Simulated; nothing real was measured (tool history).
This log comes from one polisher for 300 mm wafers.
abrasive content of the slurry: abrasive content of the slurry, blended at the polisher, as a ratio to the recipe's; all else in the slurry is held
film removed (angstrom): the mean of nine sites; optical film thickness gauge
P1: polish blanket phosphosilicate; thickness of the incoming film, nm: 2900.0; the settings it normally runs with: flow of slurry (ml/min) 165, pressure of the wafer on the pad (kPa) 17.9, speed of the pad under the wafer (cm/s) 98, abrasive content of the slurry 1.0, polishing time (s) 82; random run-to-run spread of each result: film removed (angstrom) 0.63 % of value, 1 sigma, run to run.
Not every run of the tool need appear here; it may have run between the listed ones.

run	day	flow of slurry (ml/min)	pressure of the wafer on the pad (kPa)	speed of the pad under the wafer (cm/s)	abrasive content of the slurry	polishing time (s)	film removed (angstrom)
1	0.500	165	17.9	98	1.0	82	6387.9
2	0.746	105	17.9	98	1.0	82	5888.0
3	1.079	260	17.9	98	1.0	82	6729.2
# day 1.408: slurry nozzle cleaned
4	1.529	240	27.6	98	1.0	82	10387.0
5	1.825	165	27.6	98	1.0	128	15357.0
6	2.138	165	17.9	98	1.0	50	3875.2
7	2.483	165	17.9	66	1.0	82	4697.2
8	2.817	165	17.9	98	0.5	82	4424.5
9	3.292	165	17.9	98	1.0	82	6409.9
10	3.796	165	17.9	98	1.2	82	6967.6
11	4.204	165	17.9	98	1.0	125	9660.6
12	4.596	165	24.1	98	1.0	82	8519.0
13	4.942	165	17.9	146	1.0	82	8851.7
14	5.258	165	17.9	98	1.0	82	6376.3
15	5.525	165	8.3	98	1.0	82	2954.9
16	5.854	165	17.9	98	1.0	82	6395.0
17	6.229	165	17.9	98	1.0	82	6369.4
18	6.662	165	17.9	98	1.0	82	6379.1
19	7.117	165	17.9	98	1.0	82	6062.9
20	7.433	165	17.9	98	1.0	82	5927.6
21	7.904	165	17.9	98	1.0	82	5839.6
22	8.158	165	17.9	98	1.0	82	5810.1
23	8.650	165	17.9	98	1.0	82	5804.1
# day 8.654: worn pad replaced by a new one
# day 8.696: slurry nozzle cleaned
24	8.962	165	17.9	98	1.0	82	5746.7

What will run 25 give?
25	9.283	165	17.9	98	1.0	82	?

{"run 25": {"film removed (angstrom)": 5644.9}}
